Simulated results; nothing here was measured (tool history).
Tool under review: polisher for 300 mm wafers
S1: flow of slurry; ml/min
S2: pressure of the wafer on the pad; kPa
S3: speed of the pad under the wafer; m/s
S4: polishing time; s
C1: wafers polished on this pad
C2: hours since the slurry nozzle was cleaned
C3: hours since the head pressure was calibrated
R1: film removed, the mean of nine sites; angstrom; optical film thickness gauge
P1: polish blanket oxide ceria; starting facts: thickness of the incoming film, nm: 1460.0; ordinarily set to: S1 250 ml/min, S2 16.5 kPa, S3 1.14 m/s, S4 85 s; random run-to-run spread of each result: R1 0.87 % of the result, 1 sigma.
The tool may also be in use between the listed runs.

run,hour,S1,S2,S3,S4,C1,C2,C3,R1
1,12.9,250,16.5,1.14,85,592,62,341.8,3149.9
2,20.1,250,16.5,1.14,85,641,69.2,349,3155.8
# hour 24.3: head pressure recalibrated
3,35.5,250,12.4,1.14,126,745,84.6,11.3,3488.8
4,47.7,330,16.5,0.66,85,828,96.8,23.5,1893.2
5,58.4,250,16.5,1.14,85,900,107.5,34.2,3139.6
6,68.3,250,16.5,1.14,85,967,117.4,44.1,3136.4
7,80.1,250,16.5,1.72,85,1047,129.2,55.9,4764.6
8,92.5,250,16.5,1.14,85,1131,141.6,68.3,3192.2
9,106.6,250,23.4,1.14,85,1226,155.7,82.4,4495.1
10,118.8,250,16.5,1.14,117,1309,167.9,94.6,4343.8
11,126.2,250,16.5,0.62,85,1359,175.3,102,1715.7
12,141,150,16.5,1.14,85,1459,190.1,116.8,2934.7
13,154.2,250,7.6,1.14,85,1548,203.3,130,1463.4
14,163,250,16.5,1.14,58,1608,212.1,138.8,2149.4
15,172.2,385,16.5,1.14,85,1670,221.3,148,3306.9
16,182.3,250,11,1.14,51,1738,231.4,158.1,1250.1
17,195.6,250,16.5,1.14,85,1828,244.7,171.4,3162.1
18,204.9,250,16.5,1.14,85,1891,254,180.7,3075.3
19,215.1,250,16.5,1.14,85,1960,264.2,190.9,3090.9
20,224.4,250,16.5,1.14,85,2023,273.5,200.2,3026.5

Run 21 is up next; what results do you expect?
21,236.3,250,16.5,1.14,85,2103,285.4,212.1,?

R1: 2982.5 angstrom
